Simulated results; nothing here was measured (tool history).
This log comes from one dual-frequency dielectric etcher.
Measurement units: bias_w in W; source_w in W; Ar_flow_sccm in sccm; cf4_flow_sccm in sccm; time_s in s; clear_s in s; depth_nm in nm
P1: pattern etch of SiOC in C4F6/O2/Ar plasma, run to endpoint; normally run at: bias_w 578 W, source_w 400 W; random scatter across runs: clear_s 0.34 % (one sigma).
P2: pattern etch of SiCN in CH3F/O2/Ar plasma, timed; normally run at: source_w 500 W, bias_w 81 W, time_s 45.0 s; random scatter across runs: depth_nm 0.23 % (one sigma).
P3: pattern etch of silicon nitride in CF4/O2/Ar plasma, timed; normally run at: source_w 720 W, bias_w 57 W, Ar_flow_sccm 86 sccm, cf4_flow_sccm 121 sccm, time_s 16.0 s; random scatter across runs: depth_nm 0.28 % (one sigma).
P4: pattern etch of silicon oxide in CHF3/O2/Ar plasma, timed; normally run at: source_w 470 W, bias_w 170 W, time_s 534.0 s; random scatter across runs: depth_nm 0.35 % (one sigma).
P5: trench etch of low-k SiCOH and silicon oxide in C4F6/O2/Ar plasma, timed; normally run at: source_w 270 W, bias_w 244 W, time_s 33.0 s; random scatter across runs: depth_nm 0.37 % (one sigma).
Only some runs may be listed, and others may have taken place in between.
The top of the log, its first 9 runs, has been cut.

run     day  process  bias_w  source_w  Ar_flow_sccm  cf4_flow_sccm  time_s  clear_s  depth_nm
 10   4.758       P4     170       330                                534.0            826.960
 11   5.171       P2      48       500                                 45.0             16.287
 12   5.608       P2      81       700                                 45.0             22.061
 13   6.146       P3      57       720            86             87    16.0             42.935
 14   6.492       P3      57       720            86            121     9.0             25.122
 15   6.938       P1     578       400                                        14.082
 16   7.396       P1     803       260                                        14.550
 17   8.088       P3      57      1000            86            121    16.0             59.217
 18   8.629       P1     578       400                                        14.149
 19   9.125       P3      78       720            86            121    16.0             50.055
 20   9.542       P2      81       500                                 27.5             11.829
 21  10.250       P3      57       720            86            121    16.0             44.856
 22  10.938       P5     244       270                                 33.0             98.679
 23  11.554       P1     578       290                                        16.042
 24  12.242       P1     578       400                                        14.226
 25  12.796       P1     468       480                                        14.423

Predict the results of run 26:
 26  13.508       P5     244       270                                 49.5                  ?

{"run 26": {"depth_nm": 146.82}}
